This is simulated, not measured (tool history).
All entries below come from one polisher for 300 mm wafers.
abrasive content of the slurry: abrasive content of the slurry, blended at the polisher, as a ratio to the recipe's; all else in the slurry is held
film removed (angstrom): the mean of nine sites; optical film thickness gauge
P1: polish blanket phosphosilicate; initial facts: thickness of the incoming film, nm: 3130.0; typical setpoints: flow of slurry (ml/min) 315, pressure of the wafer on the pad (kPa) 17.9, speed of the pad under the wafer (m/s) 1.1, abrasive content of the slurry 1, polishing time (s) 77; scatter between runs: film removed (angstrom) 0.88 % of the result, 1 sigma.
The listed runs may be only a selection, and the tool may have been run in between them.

run,day,flow of slurry (ml/min),pressure of the wafer on the pad (kPa),speed of the pad under the wafer (m/s),abrasive content of the slurry,polishing time (s),wafers polished on this pad,hours since the slurry nozzle was cleaned,hours since the head pressure was calibrated,hours since the slurry blender was calibrated,hours since the conditioning disc was replaced,film removed (angstrom)
1,0.5,315,17.9,1.1,1,77,426,150,450.5,270,319.9,5364
2,0.871,315,17.9,1.1,0.55,77,516,158.9,459.4,278.9,328.8,3965.2
3,1.279,190,17.9,1.1,1,77,615,168.7,469.2,288.7,338.6,5052.5
4,1.938,315,17.9,1.1,1,48,774,184.5,485,304.5,354.4,3312.1
5,2.312,415,17.9,1.1,1,49,865,193.5,494,313.5,363.4,3548.6
6,2.7,315,17.9,0.66,1,77,958,202.8,503.3,322.8,372.7,3559.7
7,3.342,315,17.9,1.1,1.35,77,1114,218.2,518.7,338.2,388.1,6106.4
8,3.692,315,17.9,1.1,1,77,1198,226.6,527.1,346.6,396.5,5382.3
9,4.204,315,17.9,1.7,1,77,1322,238.9,539.4,358.9,408.8,7564.5
10,4.833,435,17.9,1.1,1,77,1475,254,554.5,374,423.9,5432.3
11,5.242,315,17.9,1.1,1,77,1573,263.8,564.3,383.8,433.7,5364.2

Run 12 is up next; what results do you expect?
12,5.842,315,17.9,1.1,1,121,1719,278.2,578.7,398.2,448.1,?

Run 12 gave film removed (angstrom) 8573.
